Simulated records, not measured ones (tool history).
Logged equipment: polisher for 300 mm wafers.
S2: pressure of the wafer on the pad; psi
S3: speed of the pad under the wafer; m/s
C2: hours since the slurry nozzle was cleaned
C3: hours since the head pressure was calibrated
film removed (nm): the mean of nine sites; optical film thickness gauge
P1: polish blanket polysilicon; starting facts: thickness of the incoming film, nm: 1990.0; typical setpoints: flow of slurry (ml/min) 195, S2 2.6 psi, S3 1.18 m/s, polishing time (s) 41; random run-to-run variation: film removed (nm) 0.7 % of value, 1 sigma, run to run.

Run 1, day 0.412: flow of slurry (ml/min) 195, S2 2.6 psi, S3 1.18 m/s, polishing time (s) 41; wafers polished on this pad 662; C2 70.0; C3 481.3. Result: film removed (nm) 353.66.
Run 2, day 0.654: flow of slurry (ml/min) 195, S2 2.6 psi, S3 1.18 m/s, polishing time (s) 41; wafers polished on this pad 756; C2 75.8; C3 487.1. Result: film removed (nm) 358.90.
Run 3, day 0.996: flow of slurry (ml/min) 195, S2 1.2 psi, S3 1.18 m/s, polishing time (s) 41; wafers polished on this pad 890; C2 84.0; C3 495.3. Result: film removed (nm) 164.39.
Run 4, day 1.396: flow of slurry (ml/min) 115, S2 2.6 psi, S3 1.18 m/s, polishing time (s) 41; wafers polished on this pad 1046; C2 93.6; C3 504.9. Result: film removed (nm) 325.82.
Run 5, day 1.667: flow of slurry (ml/min) 115, S2 2.6 psi, S3 1.60 m/s, polishing time (s) 41; wafers polished on this pad 1152; C2 100.1; C3 511.4. Result: film removed (nm) 434.81.
Run 6, day 1.962: flow of slurry (ml/min) 260, S2 2.6 psi, S3 1.18 m/s, polishing time (s) 41; wafers polished on this pad 1268; C2 107.2; C3 518.5. Result: film removed (nm) 359.76.
Run 7, day 2.221: flow of slurry (ml/min) 290, S2 2.6 psi, S3 0.66 m/s, polishing time (s) 41; wafers polished on this pad 1369; C2 113.4; C3 524.7. Result: film removed (nm) 207.90.
Run 8, day 2.579: flow of slurry (ml/min) 195, S2 4.0 psi, S3 1.18 m/s, polishing time (s) 41; wafers polished on this pad 1510; C2 122.0; C3 533.3. Result: film removed (nm) 544.52.
Run 9, day 2.917: flow of slurry (ml/min) 195, S2 2.6 psi, S3 1.70 m/s, polishing time (s) 41; wafers polished on this pad 1642; C2 130.1; C3 541.4. Result: film removed (nm) 508.98.
Run 10, day 3.288: flow of slurry (ml/min) 195, S2 2.6 psi, S3 0.66 m/s, polishing time (s) 41; wafers polished on this pad 1787; C2 139.0; C3 550.3. Result: film removed (nm) 197.16.
Run 11, day 3.617: flow of slurry (ml/min) 195, S2 2.6 psi, S3 1.18 m/s, polishing time (s) 64; wafers polished on this pad 1916; C2 146.9; C3 558.2. Result: film removed (nm) 559.53.
Run 12, day 3.979: flow of slurry (ml/min) 195, S2 2.6 psi, S3 1.18 m/s, polishing time (s) 18; wafers polished on this pad 2057; C2 155.6; C3 566.9. Result: film removed (nm) 155.22.
Run 13, day 4.350: flow of slurry (ml/min) 195, S2 2.6 psi, S3 1.18 m/s, polishing time (s) 41; wafers polished on this pad 2203; C2 164.5; C3 575.8. Result: film removed (nm) 354.18.
Run 14, day 4.588: flow of slurry (ml/min) 195, S2 2.6 psi, S3 1.18 m/s, polishing time (s) 41; wafers polished on this pad 2296; C2 170.2; C3 581.5. Result: film removed (nm) 356.95.

Estimate the outcome of run 15 from the log above:
Run 15, day 4.921: flow of slurry (ml/min) 195, S2 2.6 psi, S3 1.18 m/s, polishing time (s) 41; wafers polished on this pad 2426; C2 178.2; C3 589.5. Result: film removed (nm) ?.

{"run 15": {"film removed (nm)": 354.37}}
